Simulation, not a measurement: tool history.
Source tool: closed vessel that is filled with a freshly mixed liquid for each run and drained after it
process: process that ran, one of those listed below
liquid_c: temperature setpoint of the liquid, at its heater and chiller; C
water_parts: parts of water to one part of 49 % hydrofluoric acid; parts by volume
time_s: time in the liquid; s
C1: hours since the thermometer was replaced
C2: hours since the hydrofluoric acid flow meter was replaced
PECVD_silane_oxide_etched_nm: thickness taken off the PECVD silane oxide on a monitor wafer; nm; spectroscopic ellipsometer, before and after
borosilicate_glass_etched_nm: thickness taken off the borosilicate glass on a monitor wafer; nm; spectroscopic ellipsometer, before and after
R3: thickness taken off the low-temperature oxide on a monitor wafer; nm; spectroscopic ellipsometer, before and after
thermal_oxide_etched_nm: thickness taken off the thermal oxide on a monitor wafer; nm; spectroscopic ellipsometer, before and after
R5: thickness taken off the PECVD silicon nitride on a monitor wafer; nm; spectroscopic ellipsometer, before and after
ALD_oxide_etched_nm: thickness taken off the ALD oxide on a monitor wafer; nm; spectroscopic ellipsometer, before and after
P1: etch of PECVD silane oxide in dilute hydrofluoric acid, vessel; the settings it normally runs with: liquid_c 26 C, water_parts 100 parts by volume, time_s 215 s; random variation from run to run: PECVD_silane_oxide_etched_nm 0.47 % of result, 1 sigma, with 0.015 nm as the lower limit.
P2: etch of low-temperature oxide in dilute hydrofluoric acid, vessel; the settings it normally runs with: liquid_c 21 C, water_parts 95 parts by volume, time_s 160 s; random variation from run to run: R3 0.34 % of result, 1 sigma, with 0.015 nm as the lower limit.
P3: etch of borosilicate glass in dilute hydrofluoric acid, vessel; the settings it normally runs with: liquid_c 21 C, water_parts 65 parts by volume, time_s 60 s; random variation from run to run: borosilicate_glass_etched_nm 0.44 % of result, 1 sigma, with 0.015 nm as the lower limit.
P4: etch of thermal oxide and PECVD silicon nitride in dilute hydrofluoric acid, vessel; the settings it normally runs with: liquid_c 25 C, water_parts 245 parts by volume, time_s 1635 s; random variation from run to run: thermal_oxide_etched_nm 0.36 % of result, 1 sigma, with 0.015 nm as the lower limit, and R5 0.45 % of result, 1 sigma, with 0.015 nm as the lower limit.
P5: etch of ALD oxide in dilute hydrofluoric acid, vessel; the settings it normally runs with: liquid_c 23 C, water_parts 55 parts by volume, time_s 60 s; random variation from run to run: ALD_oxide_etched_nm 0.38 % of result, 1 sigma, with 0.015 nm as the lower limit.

{"run": 1, "hour": 12.2, "process": "P1", "liquid_c": 26, "water_parts": 100, "time_s": 215, "C1": 349, "C2": 616.1, "PECVD_silane_oxide_etched_nm": 50.079}
{"run": 2, "hour": 25.2, "process": "P3", "liquid_c": 21, "water_parts": 65, "time_s": 100, "C1": 362, "C2": 629.1, "borosilicate_glass_etched_nm": 49.062}
{"run": 3, "hour": 35.0, "process": "P2", "liquid_c": 21, "water_parts": 95, "time_s": 30, "C1": 371.8, "C2": 638.9, "R3": 5.6723}
{"run": 4, "hour": 53.8, "process": "P3", "liquid_c": 21, "water_parts": 110, "time_s": 60, "C1": 390.6, "C2": 657.7, "borosilicate_glass_etched_nm": 16.534}
{"run": 5, "hour": 63.1, "process": "P2", "liquid_c": 21, "water_parts": 95, "time_s": 160, "C1": 399.9, "C2": 667, "R3": 29.841}
{"run": 6, "hour": 72.0, "process": "P1", "liquid_c": 26, "water_parts": 145, "time_s": 120, "C1": 408.8, "C2": 675.9, "PECVD_silane_oxide_etched_nm": 18.146}
{"run": 7, "hour": 88.4, "process": "P1", "liquid_c": 18, "water_parts": 100, "time_s": 215, "C1": 425.2, "C2": 692.3, "PECVD_silane_oxide_etched_nm": 36.435}
{"run": 8, "hour": 101.9, "process": "P4", "liquid_c": 25, "water_parts": 75, "time_s": 1635, "C1": 438.7, "C2": 705.8, "thermal_oxide_etched_nm": 106.63, "R5": 62.135}
{"run": 9, "hour": 113.0, "process": "P5", "liquid_c": 23, "water_parts": 20, "time_s": 60, "C1": 449.8, "C2": 716.9, "ALD_oxide_etched_nm": 49.497}
{"run": 10, "hour": 124.3, "process": "P4", "liquid_c": 25, "water_parts": 245, "time_s": 1635, "C1": 461.1, "C2": 728.2, "thermal_oxide_etched_nm": 26.71, "R5": 19.084}
{"run": 11, "hour": 142.7, "process": "P5", "liquid_c": 31, "water_parts": 55, "time_s": 60, "C1": 479.5, "C2": 746.6, "ALD_oxide_etched_nm": 23.66}
{"run": 12, "hour": 158.7, "process": "P3", "liquid_c": 17, "water_parts": 65, "time_s": 60, "C1": 495.5, "C2": 762.6, "borosilicate_glass_etched_nm": 24.832}
{"run": 13, "hour": 177.3, "process": "P1", "liquid_c": 26, "water_parts": 100, "time_s": 215, "C1": 514.1, "C2": 781.2, "PECVD_silane_oxide_etched_nm": 49.42}
{"run": 14, "hour": 190.8, "process": "P3", "liquid_c": 21, "water_parts": 65, "time_s": 60, "C1": 527.6, "C2": 794.7, "borosilicate_glass_etched_nm": 29.214}
{"run": 15, "hour": 201.4, "process": "P1", "liquid_c": 26, "water_parts": 100, "time_s": 215, "C1": 538.2, "C2": 805.3, "PECVD_silane_oxide_etched_nm": 50.035}
{"run": 16, "hour": 215.3, "process": "P2", "liquid_c": 21, "water_parts": 20, "time_s": 160, "C1": 552.1, "C2": 819.2, "R3": 155.97}
{"run": 17, "hour": 231.7, "process": "P1", "liquid_c": 33, "water_parts": 100, "time_s": 215, "C1": 568.5, "C2": 835.6, "PECVD_silane_oxide_etched_nm": 64.85}
{"run": 18, "hour": 241.1, "process": "P1", "liquid_c": 26, "water_parts": 100, "time_s": 310, "C1": 577.9, "C2": 845, "PECVD_silane_oxide_etched_nm": 72.229}
{"run": 19, "hour": 255.7, "process": "P4", "liquid_c": 25, "water_parts": 245, "time_s": 750, "C1": 592.5, "C2": 859.6, "thermal_oxide_etched_nm": 12.223, "R5": 8.7448}
{"run": 20, "hour": 264.2, "process": "P4", "liquid_c": 20.5, "water_parts": 245, "time_s": 1635, "C1": 601, "C2": 868.1, "thermal_oxide_etched_nm": 22.662, "R5": 14.456}
{"run": 21, "hour": 275.6, "process": "P5", "liquid_c": 23, "water_parts": 55, "time_s": 60, "C1": 612.4, "C2": 879.5, "ALD_oxide_etched_nm": 17.307}
{"run": 22, "hour": 283.8, "process": "P1", "liquid_c": 26, "water_parts": 40, "time_s": 215, "C1": 620.6, "C2": 887.7, "PECVD_silane_oxide_etched_nm": 135.74}
{"run": 23, "hour": 297.8, "process": "P2", "liquid_c": 28.5, "water_parts": 95, "time_s": 160, "C1": 634.6, "C2": 901.7, "R3": 40.454}
{"run": 24, "hour": 312.8, "process": "P1", "liquid_c": 26, "water_parts": 100, "time_s": 215, "C1": 649.6, "C2": 916.7, "PECVD_silane_oxide_etched_nm": 49.889}
{"run": 25, "hour": 323.5, "process": "P1", "liquid_c": 26, "water_parts": 100, "time_s": 215, "C1": 660.3, "C2": 927.4, "PECVD_silane_oxide_etched_nm": 49.795}
{"run": 26, "hour": 336.1, "process": "P1", "liquid_c": 26, "water_parts": 155, "time_s": 215, "C1": 672.9, "C2": 940, "PECVD_silane_oxide_etched_nm": 30.037}
{"run": 27, "hour": 351.9, "process": "P1", "liquid_c": 19, "water_parts": 100, "time_s": 420, "C1": 688.7, "C2": 955.8, "PECVD_silane_oxide_etched_nm": 73.802}
{"run": 28, "hour": 360.3, "process": "P5", "liquid_c": 23, "water_parts": 55, "time_s": 30, "C1": 697.1, "C2": 964.2, "ALD_oxide_etched_nm": 8.6278}
{"run": 29, "hour": 374.3, "process": "P1", "liquid_c": 26, "water_parts": 100, "time_s": 55, "C1": 711.1, "C2": 978.2, "PECVD_silane_oxide_etched_nm": 12.683}
{"run": 30, "hour": 391.3, "process": "P4", "liquid_c": 25, "water_parts": 245, "time_s": 1635, "C1": 728.1, "C2": 995.2, "thermal_oxide_etched_nm": 26.697, "R5": 19.003}
{"run": 31, "hour": 405.6, "process": "P1", "liquid_c": 26, "water_parts": 100, "time_s": 215, "C1": 742.4, "C2": 1009.5, "PECVD_silane_oxide_etched_nm": 49.866}
{"run": 32, "hour": 418.5, "process": "P3", "liquid_c": 21, "water_parts": 65, "time_s": 60, "C1": 755.3, "C2": 1022.4, "borosilicate_glass_etched_nm": 29.345}
{"run": 33, "hour": 432.0, "process": "P1", "liquid_c": 26, "water_parts": 100, "time_s": 215, "C1": 768.8, "C2": 1035.9, "PECVD_silane_oxide_etched_nm": 49.478}
{"run": 34, "hour": 446.3, "process": "P1", "liquid_c": 26, "water_parts": 100, "time_s": 215, "C1": 783.1, "C2": 1050.2, "PECVD_silane_oxide_etched_nm": 48.286}
{"run": 35, "hour": 459.5, "process": "P1", "liquid_c": 26, "water_parts": 100, "time_s": 215, "C1": 796.3, "C2": 1063.4, "PECVD_silane_oxide_etched_nm": 47.64}
{"run": 36, "hour": 468.6, "process": "P1", "liquid_c": 26, "water_parts": 100, "time_s": 215, "C1": 805.4, "C2": 1072.5, "PECVD_silane_oxide_etched_nm": 47.437}
{"run": 37, "hour": 479.5, "process": "P1", "liquid_c": 26, "water_parts": 100, "time_s": 215, "C1": 816.3, "C2": 1083.4, "PECVD_silane_oxide_etched_nm": 46.956}
{"run": 38, "hour": 491.3, "process": "P1", "liquid_c": 26, "water_parts": 100, "time_s": 215, "C1": 828.1, "C2": 1095.2, "PECVD_silane_oxide_etched_nm": 46.972}
{"run": 39, "hour": 506.7, "process": "P1", "liquid_c": 26, "water_parts": 100, "time_s": 215, "C1": 843.5, "C2": 1110.6, "PECVD_silane_oxide_etched_nm": 46.327}
{"run": 40, "hour": 520.2, "process": "P1", "liquid_c": 26, "water_parts": 100, "time_s": 215, "C1": 857, "C2": 1124.1, "PECVD_silane_oxide_etched_nm": 46.909}
{"run": 41, "hour": 531.3, "process": "P1", "liquid_c": 26, "water_parts": 100, "time_s": 215, "C1": 868.1, "C2": 1135.2, "PECVD_silane_oxide_etched_nm": 46.112}
{"run": 42, "hour": 546.8, "process": "P1", "liquid_c": 26, "water_parts": 100, "time_s": 215, "C1": 883.6, "C2": 1150.7, "PECVD_silane_oxide_etched_nm": 46.133}
{"run": 43, "hour": 561.5, "process": "P1", "liquid_c": 26, "water_parts": 100, "time_s": 215, "C1": 898.3, "C2": 1165.4, "PECVD_silane_oxide_etched_nm": 46.635}

What P1 gives has crept off from where it sat before. The 2 causes that follow fit the log equally well, each at the size noted:
A: hydrofluoric acid flow below the setpoint (%) = 6.21
B: liquid colder than its thermometer reads (K) = 1.85
At approximately hour 432, the process output began to creep.

Below are 4 check runs, each on a single wafer, with their results shown as question marks. Which of them would tell the listed causes apart, meaning the causes would give clearly different results under it?
{"run": "check 1", "hour": 576.2, "process": "P2", "liquid_c": 25.5, "water_parts": 95, "time_s": 80, "R3": "?"}
{"run": "check 2", "hour": 576.2, "process": "P4", "liquid_c": 25, "water_parts": 245, "time_s": 990, "thermal_oxide_etched_nm": "?", "R5": "?"}
{"run": "check 3", "hour": 576.2, "process": "P5", "liquid_c": 29, "water_parts": 30, "time_s": 60, "ALD_oxide_etched_nm": "?"}
{"run": "check 4", "hour": 576.2, "process": "P3", "liquid_c": 21, "water_parts": 95, "time_s": 95, "borosilicate_glass_etched_nm": "?"}

Expected result of each check under each candidate cause:
check=check_1 result=R3 if_A=16.703 if_B=16.685
check=check_2 result=thermal_oxide_etched_nm if_A=14.91 if_B=15.129
check=check_2 result=R5 if_A=10.845 if_B=10.305
check=check_3 result=ALD_oxide_etched_nm if_A=39.144 if_B=38.839
check=check_4 result=borosilicate_glass_etched_nm if_A=28.579 if_B=28.44
Per-check spread between the two closest causes, in the result where they differ most: check 1 0.1 %; check 2 5.11 %; check 3 0.78 %; check 4 0.49 %
The causes can be told apart only by check 2. The other checks would give nearly the same results under each of them.

After running check 2, the following was obtained: thermal_oxide_etched_nm 14.841 nm; R5 10.809 nm. Which cause does this point to?

Of the candidate causes, it is A: hydrofluoric acid flow below the setpoint (%).

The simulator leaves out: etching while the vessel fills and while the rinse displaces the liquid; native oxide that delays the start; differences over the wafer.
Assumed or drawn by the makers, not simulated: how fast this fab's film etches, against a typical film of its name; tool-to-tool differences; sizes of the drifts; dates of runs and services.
